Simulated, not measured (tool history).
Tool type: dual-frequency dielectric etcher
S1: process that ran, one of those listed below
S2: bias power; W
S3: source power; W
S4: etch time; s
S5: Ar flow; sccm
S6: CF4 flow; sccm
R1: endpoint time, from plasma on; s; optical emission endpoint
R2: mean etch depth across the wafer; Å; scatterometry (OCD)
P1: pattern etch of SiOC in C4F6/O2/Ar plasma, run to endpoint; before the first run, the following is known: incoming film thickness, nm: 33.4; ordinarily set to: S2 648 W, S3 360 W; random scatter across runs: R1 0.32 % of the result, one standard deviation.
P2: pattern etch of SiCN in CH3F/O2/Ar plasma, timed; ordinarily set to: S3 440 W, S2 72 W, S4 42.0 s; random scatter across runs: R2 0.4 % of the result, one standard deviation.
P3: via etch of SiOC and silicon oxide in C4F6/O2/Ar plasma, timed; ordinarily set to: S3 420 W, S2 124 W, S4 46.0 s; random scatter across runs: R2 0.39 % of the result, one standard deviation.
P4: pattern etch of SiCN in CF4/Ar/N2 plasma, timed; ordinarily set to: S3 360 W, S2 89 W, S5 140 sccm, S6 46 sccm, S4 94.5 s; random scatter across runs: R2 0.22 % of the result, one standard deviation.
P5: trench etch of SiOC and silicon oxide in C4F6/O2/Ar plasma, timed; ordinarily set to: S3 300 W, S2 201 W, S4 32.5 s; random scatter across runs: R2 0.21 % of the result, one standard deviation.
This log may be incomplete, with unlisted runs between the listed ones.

{"run": 1, "hour": 5.8, "S1": "P1", "S2": 648, "S3": 360, "R1": 10.596}
{"run": 2, "hour": 12.8, "S1": "P5", "S2": 201, "S3": 200, "S4": 32.5, "R2": 491.12}
{"run": 3, "hour": 17.4, "S1": "P1", "S2": 648, "S3": 360, "R1": 10.611}
{"run": 4, "hour": 20.6, "S1": "P5", "S2": 131, "S3": 300, "S4": 32.5, "R2": 503.11}
{"run": 5, "hour": 24.5, "S1": "P2", "S2": 72, "S3": 440, "S4": 27.5, "R2": 107.01}
{"run": 6, "hour": 30.0, "S1": "P1", "S2": 648, "S3": 360, "R1": 10.615}
{"run": 7, "hour": 35.0, "S1": "P1", "S2": 479, "S3": 360, "R1": 11.97}
{"run": 8, "hour": 42.2, "S1": "P4", "S2": 89, "S3": 360, "S4": 55.0, "S5": 140, "S6": 46, "R2": 386.12}
{"run": 9, "hour": 45.4, "S1": "P5", "S2": 201, "S3": 300, "S4": 19.0, "R2": 337.93}
{"hour": 47.6, "done": "bias power generator calibrated"}
{"run": 10, "hour": 49.2, "S1": "P3", "S2": 124, "S3": 420, "S4": 46.0, "R2": 485.22}
{"run": 11, "hour": 54.9, "S1": "P4", "S2": 89, "S3": 220, "S4": 94.5, "S5": 140, "S6": 46, "R2": 435.38}
{"run": 12, "hour": 58.1, "S1": "P3", "S2": 124, "S3": 520, "S4": 46.0, "R2": 525.04}
{"run": 13, "hour": 65.4, "S1": "P2", "S2": 72, "S3": 440, "S4": 42.0, "R2": 165.74}
{"run": 14, "hour": 71.0, "S1": "P1", "S2": 648, "S3": 430, "R1": 9.9022}
{"run": 15, "hour": 74.6, "S1": "P2", "S2": 72, "S3": 330, "S4": 42.0, "R2": 147.39}
{"run": 16, "hour": 80.2, "S1": "P1", "S2": 527, "S3": 220, "R1": 13.771}
{"run": 17, "hour": 85.3, "S1": "P2", "S2": 96, "S3": 440, "S4": 42.0, "R2": 182.47}
{"run": 18, "hour": 88.9, "S1": "P5", "S2": 201, "S3": 300, "S4": 32.5, "R2": 575.76}
{"run": 19, "hour": 93.8, "S1": "P1", "S2": 882, "S3": 360, "R1": 9.3982}
{"run": 20, "hour": 98.6, "S1": "P1", "S2": 648, "S3": 270, "R1": 11.744}
{"run": 21, "hour": 103.3, "S1": "P4", "S2": 57, "S3": 360, "S4": 94.5, "S5": 140, "S6": 46, "R2": 556.0}
{"run": 22, "hour": 110.1, "S1": "P1", "S2": 648, "S3": 360, "R1": 10.642}
{"run": 23, "hour": 114.0, "S1": "P3", "S2": 154, "S3": 420, "S4": 46.0, "R2": 516.71}
{"run": 24, "hour": 120.3, "S1": "P3", "S2": 124, "S3": 420, "S4": 69.0, "R2": 729.12}
{"run": 25, "hour": 123.9, "S1": "P4", "S2": 89, "S3": 360, "S4": 94.5, "S5": 190, "S6": 46, "R2": 632.7}
{"run": 26, "hour": 129.8, "S1": "P4", "S2": 89, "S3": 360, "S4": 94.5, "S5": 140, "S6": 30, "R2": 621.69}
{"run": 27, "hour": 136.5, "S1": "P4", "S2": 89, "S3": 360, "S4": 94.5, "S5": 140, "S6": 46, "R2": 662.27}
{"run": 28, "hour": 143.6, "S1": "P1", "S2": 648, "S3": 360, "R1": 10.635}
{"run": 29, "hour": 150.6, "S1": "P1", "S2": 648, "S3": 360, "R1": 10.652}
{"run": 30, "hour": 155.5, "S1": "P1", "S2": 648, "S3": 360, "R1": 10.688}
{"run": 31, "hour": 162.5, "S1": "P1", "S2": 648, "S3": 360, "R1": 10.706}
{"run": 32, "hour": 169.1, "S1": "P1", "S2": 648, "S3": 360, "R1": 10.749}
{"hour": 172.9, "done": "wet clean of the chamber"}
{"run": 33, "hour": 175.9, "S1": "P1", "S2": 648, "S3": 360, "R1": 10.812}
{"run": 34, "hour": 182.6, "S1": "P1", "S2": 648, "S3": 360, "R1": 10.727}
{"run": 35, "hour": 186.8, "S1": "P1", "S2": 648, "S3": 360, "R1": 10.812}
{"run": 36, "hour": 193.8, "S1": "P1", "S2": 648, "S3": 360, "R1": 10.861}
{"run": 37, "hour": 197.4, "S1": "P1", "S2": 648, "S3": 360, "R1": 10.822}
{"run": 38, "hour": 203.6, "S1": "P1", "S2": 648, "S3": 360, "R1": 10.779}

P1 has crept away from where it was. The log is fitted equally well by each of these 2 causes, at the sizes shown:
A: source power that arrives under what is set, % = 4.31
B: bias power that arrives under what is set, % = 4.06
The gradual shift began around hour 150.6.
Each remaining cause and why it is not a fit:
chamber walls in a state that lowers the etch rate, %: serviced at hour 172.9, after the change had begun; the process did not return to its earlier output

Question marks stand in for the results of the 4 check runs listed below, each run on one wafer. Under which run would the listed causes show clearly different results?
{"run": "check 1", "hour": 209.8, "S1": "P2", "S2": 72, "S3": 340, "S4": 32.5, "R2": "?"}
{"run": "check 2", "hour": 209.8, "S1": "P5", "S2": 201, "S3": 230, "S4": 32.5, "R2": "?"}
{"run": "check 3", "hour": 209.8, "S1": "P3", "S2": 124, "S3": 490, "S4": 46.0, "R2": "?"}
{"run": "check 4", "hour": 209.8, "S1": "P4", "S2": 89, "S3": 360, "S4": 94.5, "S5": 140, "S6": 37, "R2": "?"}

If the cause were each of the candidates in turn, the checks would give the following:
check=check_1 result=R2 if_A=113.68 if_B=113.88
check=check_2 result=R2 if_A=512.20 if_B=513.71
check=check_3 result=R2 if_A=504.67 if_B=507.48
check=check_4 result=R2 if_A=618.51 if_B=631.06
Distance between the nearest two causes, measured in the result of the check that separates them most: check 1 0.17 %; check 2 0.29 %; check 3 0.56 %; check 4 2.01 %
Only in check 4 would the causes give clearly different results; in the remaining checks their results would be nearly the same.

The results of check 4 are: R2 631.65 Å. Based on these, which of the listed causes is it?

It is B: bias power that arrives under what is set, %.
